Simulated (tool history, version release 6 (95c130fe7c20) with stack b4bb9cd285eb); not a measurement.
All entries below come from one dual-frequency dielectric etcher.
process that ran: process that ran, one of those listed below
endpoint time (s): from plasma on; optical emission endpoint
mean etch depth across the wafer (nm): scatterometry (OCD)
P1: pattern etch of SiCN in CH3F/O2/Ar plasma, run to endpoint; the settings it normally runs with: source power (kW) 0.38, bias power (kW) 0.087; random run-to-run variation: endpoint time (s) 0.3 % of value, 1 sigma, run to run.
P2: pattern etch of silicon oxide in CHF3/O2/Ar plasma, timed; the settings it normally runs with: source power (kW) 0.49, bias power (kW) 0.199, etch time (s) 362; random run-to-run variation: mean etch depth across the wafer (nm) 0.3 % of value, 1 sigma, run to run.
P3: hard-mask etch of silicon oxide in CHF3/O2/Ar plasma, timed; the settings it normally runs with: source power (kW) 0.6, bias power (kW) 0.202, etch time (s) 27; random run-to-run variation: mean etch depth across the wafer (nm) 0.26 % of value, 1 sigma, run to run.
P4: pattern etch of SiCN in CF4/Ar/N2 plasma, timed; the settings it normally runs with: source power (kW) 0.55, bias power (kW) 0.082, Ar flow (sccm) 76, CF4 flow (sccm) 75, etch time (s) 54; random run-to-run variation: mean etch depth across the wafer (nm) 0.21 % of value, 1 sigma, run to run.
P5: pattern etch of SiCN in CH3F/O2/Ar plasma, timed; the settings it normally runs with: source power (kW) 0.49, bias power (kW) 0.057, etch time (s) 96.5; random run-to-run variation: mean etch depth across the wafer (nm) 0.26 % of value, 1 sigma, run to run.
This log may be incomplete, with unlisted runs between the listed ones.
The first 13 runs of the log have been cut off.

| run | hour | process that ran | source power (kW) | bias power (kW) | Ar flow (sccm) | CF4 flow (sccm) | etch time (s) | hours since the last wet clean | hours since the last source power generator calibration | hours since the last bias power generator calibration | endpoint time (s) | mean etch depth across the wafer (nm) |
|---|---|---|---|---|---|---|---|---|---|---|---|---|
| 14 | 102.6 | P3 | 0.6 | 0.202 |  |  | 27 | 282.1 | 1510.7 | 1110.4 |  | 54.639 |
| 15 | 108.1 | P1 | 0.28 | 0.087 |  |  |  | 287.6 | 1516.2 | 1115.9 | 28.855 |  |
|  | 109.8 | bias power generator calibrated |
| 16 | 116.4 | P1 | 0.38 | 0.064 |  |  |  | 295.9 | 1524.5 | 6.6 | 28.74 |  |
| 17 | 123 | P2 | 0.49 | 0.241 |  |  | 362 | 302.5 | 1531.1 | 13.2 |  | 714.44 |
| 18 | 129.2 | P1 | 0.38 | 0.11 |  |  |  | 308.7 | 1537.3 | 19.4 | 23.483 |  |
| 19 | 135.5 | P1 | 0.38 | 0.087 |  |  |  | 315 | 1543.6 | 25.7 | 25.838 |  |
| 20 | 142.1 | P1 | 0.28 | 0.064 |  |  |  | 321.6 | 1550.2 | 32.3 | 32.18 |  |
| 21 | 151.1 | P5 | 0.49 | 0.057 |  |  | 143.5 | 330.6 | 1559.2 | 41.3 |  | 54.322 |

The next listed run, before its measurement:
| 22 | 160.2 | P3 | 0.6 | 0.202 |  |  | 37.5 | 339.7 | 1568.3 | 50.4 |  | ? |

Run 22 produced mean etch depth across the wafer (nm) 75.696.

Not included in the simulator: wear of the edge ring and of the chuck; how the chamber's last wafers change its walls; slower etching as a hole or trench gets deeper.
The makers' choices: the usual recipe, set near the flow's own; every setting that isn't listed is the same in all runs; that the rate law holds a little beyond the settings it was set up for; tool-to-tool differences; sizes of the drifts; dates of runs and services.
